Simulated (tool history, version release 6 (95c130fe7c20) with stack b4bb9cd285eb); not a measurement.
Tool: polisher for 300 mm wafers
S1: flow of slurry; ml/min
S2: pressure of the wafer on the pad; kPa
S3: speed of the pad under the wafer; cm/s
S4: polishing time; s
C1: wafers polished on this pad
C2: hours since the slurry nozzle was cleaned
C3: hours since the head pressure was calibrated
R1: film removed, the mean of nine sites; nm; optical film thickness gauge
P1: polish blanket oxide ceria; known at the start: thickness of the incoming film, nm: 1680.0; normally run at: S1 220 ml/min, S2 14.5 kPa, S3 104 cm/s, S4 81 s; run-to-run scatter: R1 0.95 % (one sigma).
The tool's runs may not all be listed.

| run | hour | S1 | S2 | S3 | S4 | C1 | C2 | C3 | R1 |
|---|---|---|---|---|---|---|---|---|---|
| 1 | 7.8 | 220 | 14.5 | 104 | 81 | 722 | 226.4 | 184.7 | 225.96 |
| 2 | 12.4 | 220 | 14.5 | 48 | 81 | 769 | 231.0 | 189.3 | 102.48 |
| 3 | 21.8 | 220 | 8.3 | 48 | 81 | 864 | 240.4 | 198.7 | 59.18 |
| 4 | 28.0 | 285 | 14.5 | 104 | 81 | 926 | 246.6 | 204.9 | 230.85 |
| 5 | 32.4 | 220 | 14.5 | 104 | 81 | 971 | 251.0 | 209.3 | 218.85 |
| 6 | 38.1 | 220 | 14.5 | 104 | 124 | 1029 | 256.7 | 215.0 | 336.40 |
| 7 | 47.1 | 220 | 14.5 | 104 | 81 | 1120 | 265.7 | 224.0 | 220.46 |
| 8 | 56.5 | 220 | 14.5 | 104 | 81 | 1215 | 275.1 | 233.4 | 221.54 |
| 9 | 61.6 | 130 | 14.5 | 104 | 81 | 1266 | 280.2 | 238.5 | 208.86 |
| 10 | 68.3 | 220 | 14.5 | 104 | 43 | 1334 | 286.9 | 245.2 | 117.84 |
| 11 | 74.6 | 220 | 14.5 | 104 | 81 | 1398 | 293.2 | 251.5 | 223.55 |
| 12 | 81.4 | 220 | 20.7 | 104 | 81 | 1466 | 300.0 | 258.3 | 319.98 |
| 13 | 89.7 | 220 | 14.5 | 140 | 81 | 1550 | 308.3 | 266.6 | 300.09 |
| 14 | 98.4 | 220 | 14.5 | 66 | 118 | 1638 | 317.0 | 275.3 | 206.52 |
| 15 | 106.2 | 220 | 7.6 | 104 | 81 | 1717 | 324.8 | 283.1 | 117.93 |
| 16 | 113.9 | 220 | 14.5 | 104 | 81 | 1795 | 332.5 | 290.8 | 226.45 |
| 17 | 120.1 | 220 | 14.5 | 104 | 81 | 1858 | 338.7 | 297.0 | 222.06 |
| 18 | 126.9 | 220 | 14.5 | 104 | 81 | 1926 | 345.5 | 303.8 | 217.84 |
| 19 | 132.2 | 220 | 14.5 | 104 | 81 | 1980 | 350.8 | 309.1 | 217.42 |
| 20 | 139.1 | 220 | 14.5 | 104 | 81 | 2050 | 357.7 | 316.0 | 215.07 |
| 21 | 146.5 | 220 | 14.5 | 104 | 81 | 2125 | 365.1 | 323.4 | 210.78 |

The next listed run, before its measurement:
| 22 | 155.4 | 220 | 14.5 | 104 | 81 | 2215 | 374.0 | 332.3 | ? |

Run 22 gave R1 209.06 nm.
